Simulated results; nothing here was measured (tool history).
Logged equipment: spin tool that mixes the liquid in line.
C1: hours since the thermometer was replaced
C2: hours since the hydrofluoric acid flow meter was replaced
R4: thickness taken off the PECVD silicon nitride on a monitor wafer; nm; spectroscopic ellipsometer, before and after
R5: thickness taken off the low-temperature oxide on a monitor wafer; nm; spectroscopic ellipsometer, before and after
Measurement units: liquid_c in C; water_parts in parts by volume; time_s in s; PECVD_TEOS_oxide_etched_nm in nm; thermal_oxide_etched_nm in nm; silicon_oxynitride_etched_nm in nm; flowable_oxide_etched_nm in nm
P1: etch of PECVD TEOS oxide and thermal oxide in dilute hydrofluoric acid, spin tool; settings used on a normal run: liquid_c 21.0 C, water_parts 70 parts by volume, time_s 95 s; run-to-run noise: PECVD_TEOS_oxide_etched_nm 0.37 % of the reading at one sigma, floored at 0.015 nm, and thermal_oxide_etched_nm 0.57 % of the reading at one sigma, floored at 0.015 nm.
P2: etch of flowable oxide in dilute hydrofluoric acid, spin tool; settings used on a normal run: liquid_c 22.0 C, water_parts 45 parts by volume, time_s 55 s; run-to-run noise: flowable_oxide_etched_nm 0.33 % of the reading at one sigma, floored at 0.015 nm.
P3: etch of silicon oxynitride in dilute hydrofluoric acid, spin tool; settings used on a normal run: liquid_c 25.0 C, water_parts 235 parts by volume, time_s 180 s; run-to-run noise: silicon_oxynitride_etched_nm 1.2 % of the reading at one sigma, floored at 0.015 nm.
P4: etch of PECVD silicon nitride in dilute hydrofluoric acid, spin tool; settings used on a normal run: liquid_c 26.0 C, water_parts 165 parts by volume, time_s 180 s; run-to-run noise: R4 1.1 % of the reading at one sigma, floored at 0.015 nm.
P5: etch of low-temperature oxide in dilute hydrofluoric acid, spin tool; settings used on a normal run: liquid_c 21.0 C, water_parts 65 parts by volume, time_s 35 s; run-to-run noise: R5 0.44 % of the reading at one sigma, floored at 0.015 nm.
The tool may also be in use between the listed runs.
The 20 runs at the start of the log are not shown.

run 21 day=3.592 | process=P4 liquid_c=26.0 water_parts=165 time_s=180 | C1=52.9 C2=442.4 | R4=2.1633
run 22 day=3.721 | process=P3 liquid_c=25.0 water_parts=235 time_s=15 | C1=56.0 C2=445.5 | silicon_oxynitride_etched_nm=0.15838
run 23 day=3.933 | process=P3 liquid_c=19.0 water_parts=235 time_s=180 | C1=61.1 C2=450.6 | silicon_oxynitride_etched_nm=1.74760
run 24 day=4.058 | process=P5 liquid_c=21.0 water_parts=65 time_s=35 | C1=64.1 C2=453.6 | R5=5.7753
run 25 day=4.204 | process=P1 liquid_c=21.0 water_parts=70 time_s=95 | C1=67.6 C2=457.1 | PECVD_TEOS_oxide_etched_nm=18.0450 thermal_oxide_etched_nm=5.9132
run 26 day=4.392 | process=P1 liquid_c=21.0 water_parts=70 time_s=95 | C1=72.1 C2=461.6 | PECVD_TEOS_oxide_etched_nm=17.8560 thermal_oxide_etched_nm=5.9851
run 27 day=4.504 | process=P1 liquid_c=21.0 water_parts=70 time_s=95 | C1=74.8 C2=464.3 | PECVD_TEOS_oxide_etched_nm=17.8470 thermal_oxide_etched_nm=5.9795
run 28 day=4.612 | process=P2 liquid_c=17.0 water_parts=45 time_s=55 | C1=77.4 C2=466.9 | flowable_oxide_etched_nm=42.394
run 29 day=4.762 | process=P1 liquid_c=21.0 water_parts=20 time_s=95 | C1=81.0 C2=470.5 | PECVD_TEOS_oxide_etched_nm=66.7450 thermal_oxide_etched_nm=22.4300

Forecast run 30:
run 30 day=4.946 | process=P1 liquid_c=21.0 water_parts=70 time_s=40 | C1=85.4 C2=474.9 | PECVD_TEOS_oxide_etched_nm=? thermal_oxide_etched_nm=?

{"run 30": {"PECVD_TEOS_oxide_etched_nm": 7.6004, "thermal_oxide_etched_nm": 2.5338}}

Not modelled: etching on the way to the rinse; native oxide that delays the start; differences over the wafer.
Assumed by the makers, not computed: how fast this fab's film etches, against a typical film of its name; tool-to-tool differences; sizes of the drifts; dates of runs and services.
